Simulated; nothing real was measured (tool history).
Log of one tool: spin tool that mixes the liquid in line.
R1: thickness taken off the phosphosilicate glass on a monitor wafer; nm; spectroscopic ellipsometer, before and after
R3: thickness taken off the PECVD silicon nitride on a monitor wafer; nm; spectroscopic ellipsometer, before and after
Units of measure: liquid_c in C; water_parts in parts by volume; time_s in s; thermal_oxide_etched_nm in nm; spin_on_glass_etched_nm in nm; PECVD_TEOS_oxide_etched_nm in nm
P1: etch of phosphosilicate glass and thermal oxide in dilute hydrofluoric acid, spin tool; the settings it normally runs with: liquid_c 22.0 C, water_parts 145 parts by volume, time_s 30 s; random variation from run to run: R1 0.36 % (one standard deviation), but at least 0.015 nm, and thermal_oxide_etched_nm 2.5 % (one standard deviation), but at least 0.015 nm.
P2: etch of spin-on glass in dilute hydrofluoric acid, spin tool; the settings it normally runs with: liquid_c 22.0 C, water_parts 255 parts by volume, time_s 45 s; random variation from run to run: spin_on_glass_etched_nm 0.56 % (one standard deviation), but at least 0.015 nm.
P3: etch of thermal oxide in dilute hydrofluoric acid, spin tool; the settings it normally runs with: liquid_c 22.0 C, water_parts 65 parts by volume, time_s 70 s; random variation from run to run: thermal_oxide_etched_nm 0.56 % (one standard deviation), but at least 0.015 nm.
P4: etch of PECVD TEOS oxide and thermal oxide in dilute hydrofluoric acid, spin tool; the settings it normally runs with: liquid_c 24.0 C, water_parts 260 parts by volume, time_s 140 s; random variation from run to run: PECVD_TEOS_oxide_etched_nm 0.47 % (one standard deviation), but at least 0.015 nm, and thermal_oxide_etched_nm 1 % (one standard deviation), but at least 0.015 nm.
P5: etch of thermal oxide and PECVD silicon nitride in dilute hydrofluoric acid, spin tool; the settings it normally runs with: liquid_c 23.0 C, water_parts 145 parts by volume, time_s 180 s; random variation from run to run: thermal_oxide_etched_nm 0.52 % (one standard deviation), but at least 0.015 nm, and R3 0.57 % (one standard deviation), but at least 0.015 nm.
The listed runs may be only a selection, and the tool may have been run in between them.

{"run": 1, "hour": 7.1, "process": "P1", "liquid_c": 22.0, "water_parts": 145, "time_s": 30, "R1": 20.545, "thermal_oxide_etched_nm": 0.88521}
{"run": 2, "hour": 16.0, "process": "P3", "liquid_c": 22.0, "water_parts": 110, "time_s": 70, "thermal_oxide_etched_nm": 2.8038}
{"run": 3, "hour": 23.5, "process": "P5", "liquid_c": 23.0, "water_parts": 35, "time_s": 180, "thermal_oxide_etched_nm": 27.122, "R3": 16.087}
{"run": 4, "hour": 31.4, "process": "P2", "liquid_c": 29.5, "water_parts": 255, "time_s": 45, "spin_on_glass_etched_nm": 7.4627}
{"run": 5, "hour": 39.3, "process": "P4", "liquid_c": 24.0, "water_parts": 375, "time_s": 140, "thermal_oxide_etched_nm": 1.3986, "PECVD_TEOS_oxide_etched_nm": 4.8784}
{"run": 6, "hour": 44.7, "process": "P1", "liquid_c": 22.0, "water_parts": 145, "time_s": 30, "R1": 20.484, "thermal_oxide_etched_nm": 0.85398}
{"run": 7, "hour": 52.2, "process": "P1", "liquid_c": 18.5, "water_parts": 145, "time_s": 15, "R1": 8.9191, "thermal_oxide_etched_nm": 0.36918}
{"run": 8, "hour": 62.4, "process": "P4", "liquid_c": 24.0, "water_parts": 260, "time_s": 140, "thermal_oxide_etched_nm": 2.2633, "PECVD_TEOS_oxide_etched_nm": 7.899}
{"run": 9, "hour": 67.2, "process": "P5", "liquid_c": 23.0, "water_parts": 145, "time_s": 180, "thermal_oxide_etched_nm": 5.6495, "R3": 3.978}
{"run": 10, "hour": 75.6, "process": "P5", "liquid_c": 23.0, "water_parts": 145, "time_s": 295, "thermal_oxide_etched_nm": 9.3789, "R3": 6.5007}
{"run": 11, "hour": 81.0, "process": "P4", "liquid_c": 24.0, "water_parts": 260, "time_s": 45, "thermal_oxide_etched_nm": 0.68515, "PECVD_TEOS_oxide_etched_nm": 2.5237}
{"run": 12, "hour": 90.0, "process": "P1", "liquid_c": 22.0, "water_parts": 145, "time_s": 30, "R1": 20.411, "thermal_oxide_etched_nm": 0.85605}
{"run": 13, "hour": 98.2, "process": "P2", "liquid_c": 22.0, "water_parts": 255, "time_s": 45, "spin_on_glass_etched_nm": 5.7286}
{"run": 14, "hour": 106.2, "process": "P1", "liquid_c": 22.0, "water_parts": 75, "time_s": 30, "R1": 43.05, "thermal_oxide_etched_nm": 1.7923}
{"run": 15, "hour": 112.5, "process": "P1", "liquid_c": 22.0, "water_parts": 145, "time_s": 30, "R1": 20.507, "thermal_oxide_etched_nm": 0.85595}
{"run": 16, "hour": 120.5, "process": "P1", "liquid_c": 17.0, "water_parts": 145, "time_s": 30, "R1": 16.723, "thermal_oxide_etched_nm": 0.70961}
{"run": 17, "hour": 128.4, "process": "P3", "liquid_c": 28.5, "water_parts": 65, "time_s": 70, "thermal_oxide_etched_nm": 6.4591}
{"run": 18, "hour": 137.5, "process": "P1", "liquid_c": 22.0, "water_parts": 255, "time_s": 30, "R1": 10.273, "thermal_oxide_etched_nm": 0.4111}
{"run": 19, "hour": 143.3, "process": "P4", "liquid_c": 24.0, "water_parts": 260, "time_s": 140, "thermal_oxide_etched_nm": 2.1977, "PECVD_TEOS_oxide_etched_nm": 7.8558}
{"run": 20, "hour": 150.1, "process": "P3", "liquid_c": 22.0, "water_parts": 65, "time_s": 15, "thermal_oxide_etched_nm": 1.0746}
{"run": 21, "hour": 159.8, "process": "P1", "liquid_c": 22.0, "water_parts": 145, "time_s": 30, "R1": 20.476, "thermal_oxide_etched_nm": 0.87853}
{"run": 22, "hour": 165.3, "process": "P5", "liquid_c": 17.0, "water_parts": 145, "time_s": 180, "thermal_oxide_etched_nm": 4.4545, "R3": 2.6843}
{"run": 23, "hour": 170.6, "process": "P2", "liquid_c": 22.0, "water_parts": 255, "time_s": 15, "spin_on_glass_etched_nm": 1.9306}
{"run": 24, "hour": 181.3, "process": "P4", "liquid_c": 17.0, "water_parts": 260, "time_s": 140, "thermal_oxide_etched_nm": 1.7874, "PECVD_TEOS_oxide_etched_nm": 6.0541}
{"run": 25, "hour": 186.4, "process": "P1", "liquid_c": 22.0, "water_parts": 145, "time_s": 55, "R1": 37.659, "thermal_oxide_etched_nm": 1.5175}
{"run": 26, "hour": 195.2, "process": "P3", "liquid_c": 22.0, "water_parts": 65, "time_s": 70, "thermal_oxide_etched_nm": 4.9917}
{"run": 27, "hour": 201.2, "process": "P2", "liquid_c": 22.0, "water_parts": 50, "time_s": 45, "spin_on_glass_etched_nm": 36.858}
{"run": 28, "hour": 208.2, "process": "P1", "liquid_c": 26.5, "water_parts": 205, "time_s": 30, "R1": 15.922, "thermal_oxide_etched_nm": 0.62942}
{"run": 29, "hour": 214.0, "process": "P1", "liquid_c": 27.0, "water_parts": 145, "time_s": 30, "R1": 24.74, "thermal_oxide_etched_nm": 0.95641}
{"run": 30, "hour": 224.4, "process": "P1", "liquid_c": 22.0, "water_parts": 145, "time_s": 15, "R1": 10.289, "thermal_oxide_etched_nm": 0.41962}
{"run": 31, "hour": 230.1, "process": "P1", "liquid_c": 22.0, "water_parts": 145, "time_s": 30, "R1": 20.548, "thermal_oxide_etched_nm": 0.85341}
{"run": 32, "hour": 239.6, "process": "P1", "liquid_c": 17.0, "water_parts": 145, "time_s": 50, "R1": 27.924, "thermal_oxide_etched_nm": 1.1697}
{"run": 33, "hour": 246.3, "process": "P1", "liquid_c": 22.0, "water_parts": 145, "time_s": 30, "R1": 20.491, "thermal_oxide_etched_nm": 0.82309}
{"run": 34, "hour": 255.8, "process": "P1", "liquid_c": 22.0, "water_parts": 145, "time_s": 30, "R1": 21.245, "thermal_oxide_etched_nm": 0.83643}
{"run": 35, "hour": 261.2, "process": "P1", "liquid_c": 22.0, "water_parts": 145, "time_s": 30, "R1": 21.504, "thermal_oxide_etched_nm": 0.91257}
{"run": 36, "hour": 270.5, "process": "P1", "liquid_c": 22.0, "water_parts": 145, "time_s": 30, "R1": 21.824, "thermal_oxide_etched_nm": 0.88935}
{"run": 37, "hour": 275.2, "process": "P1", "liquid_c": 22.0, "water_parts": 145, "time_s": 30, "R1": 21.909, "thermal_oxide_etched_nm": 0.90371}
{"run": 38, "hour": 281.4, "process": "P1", "liquid_c": 22.0, "water_parts": 145, "time_s": 30, "R1": 22.067, "thermal_oxide_etched_nm": 0.94115}
{"run": 39, "hour": 291.4, "process": "P1", "liquid_c": 22.0, "water_parts": 145, "time_s": 30, "R1": 22.2, "thermal_oxide_etched_nm": 0.95025}
{"run": 40, "hour": 296.6, "process": "P1", "liquid_c": 22.0, "water_parts": 145, "time_s": 30, "R1": 22.191, "thermal_oxide_etched_nm": 0.90358}
{"run": 41, "hour": 303.9, "process": "P1", "liquid_c": 22.0, "water_parts": 145, "time_s": 30, "R1": 22.282, "thermal_oxide_etched_nm": 0.94181}
{"run": 42, "hour": 313.5, "process": "P1", "liquid_c": 22.0, "water_parts": 145, "time_s": 30, "R1": 22.383, "thermal_oxide_etched_nm": 0.90868}
{"run": 43, "hour": 322.3, "process": "P1", "liquid_c": 22.0, "water_parts": 145, "time_s": 30, "R1": 22.5, "thermal_oxide_etched_nm": 0.90167}
{"run": 44, "hour": 327.4, "process": "P1", "liquid_c": 22.0, "water_parts": 145, "time_s": 30, "R1": 22.483, "thermal_oxide_etched_nm": 0.95987}

Something has made what P1 gives creep away from where it was; the 2 causes below, each at its own stated size, fit the log equally well:
A: hydrofluoric acid flow above the setpoint (%) = 8.12
B: liquid hotter than its thermometer reads (K) = 2.33
Onset of the creep was near hour 246.3.

Below are 4 check runs, each on a single wafer, with their results shown as question marks. Which of them would tell the listed causes apart, meaning the causes would give clearly different results under it?
{"run": "check 1", "hour": 332.5, "process": "P3", "liquid_c": 25.0, "water_parts": 65, "time_s": 15, "thermal_oxide_etched_nm": "?"}
{"run": "check 2", "hour": 332.5, "process": "P2", "liquid_c": 27.5, "water_parts": 105, "time_s": 45, "spin_on_glass_etched_nm": "?"}
{"run": "check 3", "hour": 332.5, "process": "P4", "liquid_c": 17.0, "water_parts": 335, "time_s": 140, "thermal_oxide_etched_nm": "?", "PECVD_TEOS_oxide_etched_nm": "?"}
{"run": "check 4", "hour": 332.5, "process": "P5", "liquid_c": 23.0, "water_parts": 40, "time_s": 260, "thermal_oxide_etched_nm": "?", "R3": "?"}

Outcome of each check run for each possible cause:
check=check_1 result=thermal_oxide_etched_nm if_A=1.30480 if_B=1.31600
check=check_2 result=spin_on_glass_etched_nm if_A=22.2390 if_B=22.2270
check=check_3 result=thermal_oxide_etched_nm if_A=1.39540 if_B=1.37700
check=check_3 result=PECVD_TEOS_oxide_etched_nm if_A=4.8975 if_B=4.8332
check=check_4 result=thermal_oxide_etched_nm if_A=36.60200 if_B=37.14300
check=check_4 result=R3 if_A=22.0000 if_B=23.8790
Minimum pairwise separation of causes per check, each pair taken at its best-separating result: check 1 0.85 %; check 2 0.05 %; check 3 1.32 %; check 4 8.19 %
Only in check 4 would the causes give clearly different results; in the remaining checks their results would be nearly the same.

Check 4 has now been run. It gave: thermal_oxide_etched_nm 36.60600 nm; R3 22.0050 nm. Which of the candidate causes is it?

It is A: hydrofluoric acid flow above the setpoint (%).
